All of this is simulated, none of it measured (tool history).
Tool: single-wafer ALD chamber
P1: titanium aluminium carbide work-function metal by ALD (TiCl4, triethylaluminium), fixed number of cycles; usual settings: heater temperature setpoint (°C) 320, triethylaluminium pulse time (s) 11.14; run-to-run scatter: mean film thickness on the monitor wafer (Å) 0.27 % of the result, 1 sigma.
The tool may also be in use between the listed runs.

run	hour	heater temperature setpoint (°C)	triethylaluminium pulse time (s)	hours since the last thermocouple change	hours since the last triethylaluminium bottle change	mean film thickness on the monitor wafer (Å)
1	16.4	320	11.14	1517.8	870.2	21.512
2	30.2	306	17.93	1531.6	884.0	20.720
3	46.7	320	11.14	1548.1	900.5	21.442
4	58.1	345	11.14	1559.5	911.9	23.573
5	77.0	320	11.14	1578.4	930.8	21.441
6	85.6	297	11.14	1587.0	939.4	19.522
7	97.2	320	11.14	1598.6	951.0	21.434
8	105.7	320	17.51	1607.1	959.5	21.831
9	114.9	320	5.60	1616.3	968.7	18.741
10	128.7	320	11.14	1630.1	982.5	21.478
11	139.4	320	11.14	1640.8	993.2	21.211
12	150.8	320	11.14	1652.2	1004.6	21.119
13	160.6	320	11.14	1662.0	1014.4	21.116
14	173.7	320	11.14	1675.1	1027.5	21.034
15	192.4	320	11.14	1693.8	1046.2	21.109
16	200.8	320	11.14	1702.2	1054.6	21.001

What P1 gives has crept away from where it was. These 2 causes fit the log equally well, each at the size given:
A: wafer temperature below the value expected at the setpoint (K) = 4.52
B: triethylaluminium dose below that of a fresh bottle (%) = 15.8
The creep began at about hour 128.7.

4 check runs are offered, one wafer each, their results left as question marks. Which one tells the causes apart?
check 1	209.2	309	11.14			?
check 2	209.2	330	11.14			?
check 3	209.2	302	6.24			?
check 4	209.2	338	11.14			?

What each check would give under each cause:
check	result	if A	if B
check 1	mean film thickness on the monitor wafer (Å)	20.102	20.117
check 2	mean film thickness on the monitor wafer (Å)	21.923	21.909
check 3	mean film thickness on the monitor wafer (Å)	17.613	17.005
check 4	mean film thickness on the monitor wafer (Å)	22.623	22.599
How far apart the two closest causes lie, in the result that separates them most: check 1 0.07 %; check 2 0.06 %; check 3 3.51 %; check 4 0.11 %
Check 3 tells the causes apart: in the others they would give nearly the same result.

Then check 3 was run and gave: mean film thickness on the monitor wafer (Å) 17.667. Which cause is it?

It is A: wafer temperature below the value expected at the setpoint (K).
